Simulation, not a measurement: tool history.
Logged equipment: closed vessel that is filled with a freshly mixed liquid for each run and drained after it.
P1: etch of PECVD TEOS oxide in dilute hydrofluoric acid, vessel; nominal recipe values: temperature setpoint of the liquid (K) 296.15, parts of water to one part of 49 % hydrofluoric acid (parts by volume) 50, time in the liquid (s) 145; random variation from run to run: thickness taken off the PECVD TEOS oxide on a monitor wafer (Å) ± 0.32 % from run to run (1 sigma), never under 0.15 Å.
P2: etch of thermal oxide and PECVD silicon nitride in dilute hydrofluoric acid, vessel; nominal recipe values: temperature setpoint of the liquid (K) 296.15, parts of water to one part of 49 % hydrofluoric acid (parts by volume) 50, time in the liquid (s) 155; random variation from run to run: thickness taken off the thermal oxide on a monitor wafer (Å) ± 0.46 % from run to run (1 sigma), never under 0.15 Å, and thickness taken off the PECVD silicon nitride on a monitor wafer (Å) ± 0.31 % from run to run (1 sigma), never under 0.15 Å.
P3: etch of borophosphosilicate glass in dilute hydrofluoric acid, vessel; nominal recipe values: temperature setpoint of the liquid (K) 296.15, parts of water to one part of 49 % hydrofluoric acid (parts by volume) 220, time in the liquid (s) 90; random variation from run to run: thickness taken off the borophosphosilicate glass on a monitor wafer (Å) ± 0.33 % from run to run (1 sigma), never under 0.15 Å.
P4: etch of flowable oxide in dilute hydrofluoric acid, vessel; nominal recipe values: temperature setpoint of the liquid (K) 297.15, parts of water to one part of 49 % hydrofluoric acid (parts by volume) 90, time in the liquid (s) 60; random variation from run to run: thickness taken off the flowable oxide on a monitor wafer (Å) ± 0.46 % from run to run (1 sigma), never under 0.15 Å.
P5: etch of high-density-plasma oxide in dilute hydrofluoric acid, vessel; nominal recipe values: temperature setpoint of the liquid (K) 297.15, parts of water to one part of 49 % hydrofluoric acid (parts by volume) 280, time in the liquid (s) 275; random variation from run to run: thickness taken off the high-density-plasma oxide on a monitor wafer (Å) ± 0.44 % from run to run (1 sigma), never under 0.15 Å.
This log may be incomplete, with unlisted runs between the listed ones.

run   hour  process that ran  temperature setpoint of the liquid (K)  parts of water to one part of 49 % hydrofluoric acid (parts by volume)  time in the liquid (s)  hours since the thermometer was replaced  hours since the hydrofluoric acid flow meter was replaced  thickness taken off the PECVD TEOS oxide on a monitor wafer (Å)  thickness taken off the flowable oxide on a monitor wafer (Å)  thickness taken off the borophosphosilicate glass on a monitor wafer (Å)  thickness taken off the thermal oxide on a monitor wafer (Å)  thickness taken off the PECVD silicon nitride on a monitor wafer (Å)  thickness taken off the high-density-plasma oxide on a monitor wafer (Å)
  1    7.9                P1                                  296.15                                                                      50                     145                                      1376                                                      485.1                                                           396.45
  2   17.2                P4                                  291.65                                                                      90                      60                                    1385.3                                                      494.4                                                                                                                          288.41
  3   27.1                P1                                  296.15                                                                      20                     145                                    1395.2                                                      504.3                                                           1033.5
  4   37.9                P1                                  296.15                                                                      50                     145                                      1406                                                      515.1                                                            397.3
  5   48.2                P3                                  291.15                                                                     220                      90                                    1416.3                                                      525.4                                                                                                                                                                                                    98.271
  6   59.7                P1                                  302.65                                                                      50                     220                                    1427.8                                                      536.9                                                           777.09
  7   66.2                P2                                  296.15                                                                      50                     255                                    1434.3                                                      543.4                                                                                                                                                                                                                                                                  236.57                                                                224.75
  8   72.9                P1                                  296.15                                                                      50                     285                                      1441                                                      550.1                                                           779.05
  9   83.1                P5                                  297.15                                                                     280                     275                                    1451.2                                                      560.3                                                                                                                                                                                                                                                                                                                                                                                                                  60.068
 10   90.1                P4                                  297.15                                                                      90                      60                                    1458.2                                                      567.3                                                                                                                          363.21
 11   97.7                P4                                  297.15                                                                      90                      60                                    1465.8                                                      574.9                                                                                                                          361.67
 12  103.6                P1                                  296.15                                                                      50                     145                                    1471.7                                                      580.8                                                           393.72
 13  110.6                P1                                  291.65                                                                      50                     145                                    1478.7                                                      587.8                                                           327.16
 14  118.9                P1                                  296.15                                                                      50                     145                                      1487                                                      596.1                                                           394.96
 15    126                P5                                  297.15                                                                     115                     275                                    1494.1                                                      603.2                                                                                                                                                                                                                                                                                                                                                                                                                  177.55
 16  133.3                P5                                  297.15                                                                     280                     275                                    1501.4                                                      610.5                                                                                                                                                                                                                                                                                                                                                                                                                  60.815
 17  139.6                P1                                  296.15                                                                      50                      30                                    1507.7                                                      616.8                                                           82.048
 18    148                P2                                  296.15                                                                      50                     155                                    1516.1                                                      625.2                                                                                                                                                                                                                                                                  144.56                                                                137.36
 19  153.5                P3                                  296.15                                                                     220                      30                                    1521.6                                                      630.7                                                                                                                                                                                                    39.567
 20  160.4                P4                                  297.15                                                                      20                      60                                    1528.5                                                      637.6                                                                                                                          1770.6
 21  167.5                P5                                  297.15                                                                     280                      35                                    1535.6                                                      644.7                                                                                                                                                                                                                                                                                                                                                                                                                  7.7572
 22  174.1                P3                                  296.15                                                                      70                      90                                    1542.2                                                      651.3                                                                                                                                                                                                    444.12
 23  184.5                P1                                  296.15                                                                      85                     145                                    1552.6                                                      661.7                                                           223.81
 24  192.7                P1                                  296.15                                                                      50                     145                                    1560.8                                                      669.9                                                           395.59
 25  203.1                P4                                  297.15                                                                      90                     115                                    1571.2                                                      680.3                                                                                                                          694.26
 26  208.4                P3                                  296.15                                                                     220                      90                                    1576.5                                                      685.6                                                                                                                                                                                                    118.16
 27  215.2                P5                                  290.15                                                                     280                     275                                    1583.3                                                      692.4                                                                                                                                                                                                                                                                                                                                                                                                                  46.819
 28  222.1                P2                                  296.15                                                                      90                     155                                    1590.2                                                      699.3                                                                                                                                                                                                                                                                   76.04                                                                76.913
 29  227.1                P3                                  296.15                                                                     220                      90                                    1595.2                                                      704.3                                                                                                                                                                                                    119.19
 30  234.4                P2                                  302.15                                                                      50                     155                                    1602.5                                                      711.6                                                                                                                                                                                                                                                                  184.09                                                                203.65
 31  243.6                P1                                  296.15                                                                      50                     145                                    1611.7                                                      720.8                                                           395.87
 32    252                P1                                  304.15                                                                      50                     145                                    1620.1                                                      729.2                                                           548.35
 33  260.2                P1                                  296.15                                                                      50                     145                                    1628.3                                                      737.4                                                           396.41
 34  271.2                P1                                  296.15                                                                      50                     145                                    1639.3                                                      748.4                                                           418.22
 35  277.5                P1                                  296.15                                                                      50                     145                                    1645.6                                                      754.7                                                           420.74
 36  285.6                P1                                  296.15                                                                      50                     145                                    1653.7                                                      762.8                                                           431.58
 37  295.9                P1                                  296.15                                                                      50                     145                                      1664                                                      773.1                                                            432.7
 38  301.3                P1                                  296.15                                                                      50                     145                                    1669.4                                                      778.5                                                           433.77
 39  311.5                P1                                  296.15                                                                      50                     145                                    1679.6                                                      788.7                                                           438.18
 40  318.6                P1                                  296.15                                                                      50                     145                                    1686.7                                                      795.8                                                            435.5
 41    324                P1                                  296.15                                                                      50                     145                                    1692.1                                                      801.2                                                           438.11
 42  332.4                P1                                  296.15                                                                      50                     145                                    1700.5                                                      809.6                                                           436.42

The log shows P1 creeping away from where it was. Any of the 2 causes listed here, at the size stated for it, fits the log just as well as the others:
A: hydrofluoric acid flow above the setpoint (%) = 9.85
B: liquid hotter than its thermometer reads (K) = 2.43
Creep in the process output first set in at about hour 260.2.

Each of the 4 check runs below uses one wafer; its results are left as question marks. Which run tells the causes apart?
check 1  340.8                P3                                  291.65                                                                     105                      90                                                                                                                                                                                                                                                                                                              ?
check 2  340.8                P5                                  290.15                                                                     165                     275                                                                                                                                                                                                                                                                                                                                                                                                                                                                                                                            ?
check 3  340.8                P2                                  296.15                                                                      50                     240                                                                                                                                                                                                                                                                                                                                                                            ?                                                                     ?
check 4  340.8                P4                                  292.65                                                                      90                     110                                                                                                                                                                                                                                    ?

Predicted outcomes, by check and by cause:
  check                                                                    result    if A    if B
check 1  thickness taken off the borophosphosilicate glass on a monitor wafer (Å)  260.73  259.58
check 2  thickness taken off the high-density-plasma oxide on a monitor wafer (Å)   98.42  97.381
check 3              thickness taken off the thermal oxide on a monitor wafer (Å)  246.55  246.59
check 3      thickness taken off the PECVD silicon nitride on a monitor wafer (Å)  232.81  250.18
check 4             thickness taken off the flowable oxide on a monitor wafer (Å)  612.38  610.42
Distance between the nearest two causes, measured in the result of the check that separates them most: check 1 0.44 %; check 2 1.06 %; check 3 7.2 %; check 4 0.32 %
Check 3 is the one run that separates the causes; every other check would come out nearly the same whichever cause is at work.

After running check 3, the following was obtained: thickness taken off the thermal oxide on a monitor wafer (Å) 248.19; thickness taken off the PECVD silicon nitride on a monitor wafer (Å) 233.1. Which cause does this point to?

The cause is A: hydrofluoric acid flow above the setpoint (%).
